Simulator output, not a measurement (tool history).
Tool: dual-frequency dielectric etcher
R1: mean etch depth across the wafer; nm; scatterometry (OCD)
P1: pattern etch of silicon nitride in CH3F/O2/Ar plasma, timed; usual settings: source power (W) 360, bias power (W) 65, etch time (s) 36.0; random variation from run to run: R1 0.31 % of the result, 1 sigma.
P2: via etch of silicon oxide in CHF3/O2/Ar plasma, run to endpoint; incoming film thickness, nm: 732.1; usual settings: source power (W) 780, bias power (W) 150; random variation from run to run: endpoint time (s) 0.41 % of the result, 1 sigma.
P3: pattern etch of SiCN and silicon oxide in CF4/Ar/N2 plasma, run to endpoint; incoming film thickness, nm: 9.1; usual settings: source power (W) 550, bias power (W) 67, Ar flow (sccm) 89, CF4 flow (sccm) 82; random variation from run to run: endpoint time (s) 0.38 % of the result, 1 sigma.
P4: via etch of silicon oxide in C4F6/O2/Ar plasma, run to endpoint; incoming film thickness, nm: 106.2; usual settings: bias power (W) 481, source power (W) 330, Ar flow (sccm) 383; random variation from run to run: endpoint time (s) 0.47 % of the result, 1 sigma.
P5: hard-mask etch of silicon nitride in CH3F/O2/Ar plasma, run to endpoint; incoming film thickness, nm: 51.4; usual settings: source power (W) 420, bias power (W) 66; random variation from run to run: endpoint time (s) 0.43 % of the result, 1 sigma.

run 1 hour=7.5 | process_that_ran=P1 source_power_(W)=360 bias_power_(W)=65 etch_time_(s)=36.0 | R1=23.009
run 2 hour=12.0 | process_that_ran=P1 source_power_(W)=270 bias_power_(W)=65 etch_time_(s)=36.0 | R1=20.600
run 3 hour=18.4 | process_that_ran=P1 source_power_(W)=360 bias_power_(W)=65 etch_time_(s)=52.0 | R1=33.135
run 4 hour=23.8 | process_that_ran=P2 source_power_(W)=610 bias_power_(W)=150 | endpoint_time_(s)=402.1400
run 5 hour=28.9 | process_that_ran=P1 source_power_(W)=360 bias_power_(W)=65 etch_time_(s)=36.0 | R1=23.031
run 6 hour=33.8 | process_that_ran=P3 source_power_(W)=700 bias_power_(W)=67 Ar_flow_(sccm)=89 CF4_flow_(sccm)=82 | endpoint_time_(s)=6.9507
run 7 hour=40.7 | process_that_ran=P1 source_power_(W)=490 bias_power_(W)=65 etch_time_(s)=36.0 | R1=25.662
run 8 hour=48.9 | process_that_ran=P1 source_power_(W)=440 bias_power_(W)=65 etch_time_(s)=52.5 | R1=35.998
run 9 hour=53.4 | process_that_ran=P3 source_power_(W)=550 bias_power_(W)=67 Ar_flow_(sccm)=124 CF4_flow_(sccm)=82 | endpoint_time_(s)=9.0420
run 10 hour=61.8 | process_that_ran=P4 source_power_(W)=240 bias_power_(W)=481 Ar_flow_(sccm)=383 | endpoint_time_(s)=29.6880
run 11 hour=69.1 | process_that_ran=P2 source_power_(W)=780 bias_power_(W)=150 | endpoint_time_(s)=363.6500
run 12 hour=77.4 | process_that_ran=P5 source_power_(W)=420 bias_power_(W)=46 | endpoint_time_(s)=85.0060
run 13 hour=82.3 | process_that_ran=P1 source_power_(W)=360 bias_power_(W)=65 etch_time_(s)=25.0 | R1=15.936
run 14 hour=87.4 | process_that_ran=P1 source_power_(W)=360 bias_power_(W)=46 etch_time_(s)=36.0 | R1=20.377
run 15 hour=92.1 | process_that_ran=P4 source_power_(W)=330 bias_power_(W)=481 Ar_flow_(sccm)=383 | endpoint_time_(s)=26.5270
run 16 hour=99.1 | process_that_ran=P4 source_power_(W)=330 bias_power_(W)=385 Ar_flow_(sccm)=383 | endpoint_time_(s)=28.5580
run 17 hour=106.5 | process_that_ran=P1 source_power_(W)=360 bias_power_(W)=65 etch_time_(s)=36.0 | R1=22.825
run 18 hour=111.2 | process_that_ran=P1 source_power_(W)=360 bias_power_(W)=86 etch_time_(s)=36.0 | R1=25.244
run 19 hour=118.8 | process_that_ran=P3 source_power_(W)=550 bias_power_(W)=67 Ar_flow_(sccm)=89 CF4_flow_(sccm)=50 | endpoint_time_(s)=9.3964
run 20 hour=125.4 | process_that_ran=P4 source_power_(W)=330 bias_power_(W)=481 Ar_flow_(sccm)=383 | endpoint_time_(s)=26.4320
run 21 hour=130.4 | process_that_ran=P3 source_power_(W)=550 bias_power_(W)=55 Ar_flow_(sccm)=89 CF4_flow_(sccm)=82 | endpoint_time_(s)=9.1168
run 22 hour=138.7 | process_that_ran=P1 source_power_(W)=360 bias_power_(W)=65 etch_time_(s)=36.0 | R1=22.929
run 23 hour=143.7 | process_that_ran=P2 source_power_(W)=780 bias_power_(W)=192 | endpoint_time_(s)=336.2800
run 24 hour=149.1 | process_that_ran=P3 source_power_(W)=550 bias_power_(W)=67 Ar_flow_(sccm)=89 CF4_flow_(sccm)=82 | endpoint_time_(s)=8.5895
run 25 hour=154.4 | process_that_ran=P1 source_power_(W)=500 bias_power_(W)=65 etch_time_(s)=21.0 | R1=15.114
run 26 hour=158.1 | process_that_ran=P1 source_power_(W)=360 bias_power_(W)=80 etch_time_(s)=50.5 | R1=34.313
run 27 hour=163.5 | process_that_ran=P1 source_power_(W)=360 bias_power_(W)=65 etch_time_(s)=36.0 | R1=22.800
run 28 hour=170.8 | process_that_ran=P5 source_power_(W)=530 bias_power_(W)=66 | endpoint_time_(s)=69.9570
run 29 hour=178.4 | process_that_ran=P5 source_power_(W)=420 bias_power_(W)=66 | endpoint_time_(s)=76.4470
run 30 hour=186.1 | process_that_ran=P4 source_power_(W)=330 bias_power_(W)=481 Ar_flow_(sccm)=256 | endpoint_time_(s)=25.1960
run 31 hour=189.8 | process_that_ran=P1 source_power_(W)=360 bias_power_(W)=65 etch_time_(s)=36.0 | R1=22.904
run 32 hour=194.5 | process_that_ran=P1 source_power_(W)=360 bias_power_(W)=65 etch_time_(s)=36.0 | R1=22.705
run 33 hour=200.8 | process_that_ran=P1 source_power_(W)=360 bias_power_(W)=65 etch_time_(s)=36.0 | R1=22.744
run 34 hour=208.2 | process_that_ran=P1 source_power_(W)=360 bias_power_(W)=65 etch_time_(s)=36.0 | R1=22.641
run 35 hour=212.8 | process_that_ran=P1 source_power_(W)=360 bias_power_(W)=65 etch_time_(s)=36.0 | R1=22.552
run 36 hour=217.6 | process_that_ran=P1 source_power_(W)=360 bias_power_(W)=65 etch_time_(s)=36.0 | R1=22.648
run 37 hour=222.0 | process_that_ran=P1 source_power_(W)=360 bias_power_(W)=65 etch_time_(s)=36.0 | R1=22.532
-- hour=227.9 wet clean of the chamber
run 38 hour=229.8 | process_that_ran=P1 source_power_(W)=360 bias_power_(W)=65 etch_time_(s)=36.0 | R1=22.617
run 39 hour=236.6 | process_that_ran=P1 source_power_(W)=360 bias_power_(W)=65 etch_time_(s)=36.0 | R1=22.499
run 40 hour=242.3 | process_that_ran=P1 source_power_(W)=360 bias_power_(W)=65 etch_time_(s)=36.0 | R1=22.472

What P1 gives has crept away from where it was. These 2 causes fit the log equally well, each at the size given:
A: source power that arrives under what is set, % = 3.94
B: bias power that arrives under what is set, % = 4.45
The creep began at about hour 189.8.
Why every other cause is out:
chamber walls in a state that lowers the etch rate, %: serviced at hour 227.9, which brought nothing back

4 check runs are offered, each on 2 wafers whose results are averaged, their results left as question marks. Which one tells the causes apart?
run check 1 hour=248.0 | process_that_ran=P3 source_power_(W)=550 bias_power_(W)=67 Ar_flow_(sccm)=89 CF4_flow_(sccm)=82 | endpoint_time_(s)=?
run check 2 hour=248.0 | process_that_ran=P5 source_power_(W)=420 bias_power_(W)=66 | endpoint_time_(s)=?
run check 3 hour=248.0 | process_that_ran=P4 source_power_(W)=330 bias_power_(W)=481 Ar_flow_(sccm)=383 | endpoint_time_(s)=?
run check 4 hour=248.0 | process_that_ran=P2 source_power_(W)=780 bias_power_(W)=150 | endpoint_time_(s)=?

What each check would give under each cause:
check=check_1 result=endpoint_time_(s) if_A=8.9318 if_B=8.7410
check=check_2 result=endpoint_time_(s) if_A=77.2920 if_B=77.2770
check=check_3 result=endpoint_time_(s) if_A=26.7770 if_B=26.8370
check=check_4 result=endpoint_time_(s) if_A=369.6100 if_B=369.1400
How far apart the two closest causes lie, in the result that separates them most: check 1 2.16 %; check 2 0.02 %; check 3 0.22 %; check 4 0.13 %
Only check 1 tells the causes apart: in the others they would give nearly the same result.

Check 1 was then run and gave: endpoint time (s) 8.9423. Which cause is it?

It is A: source power that arrives under what is set, %.
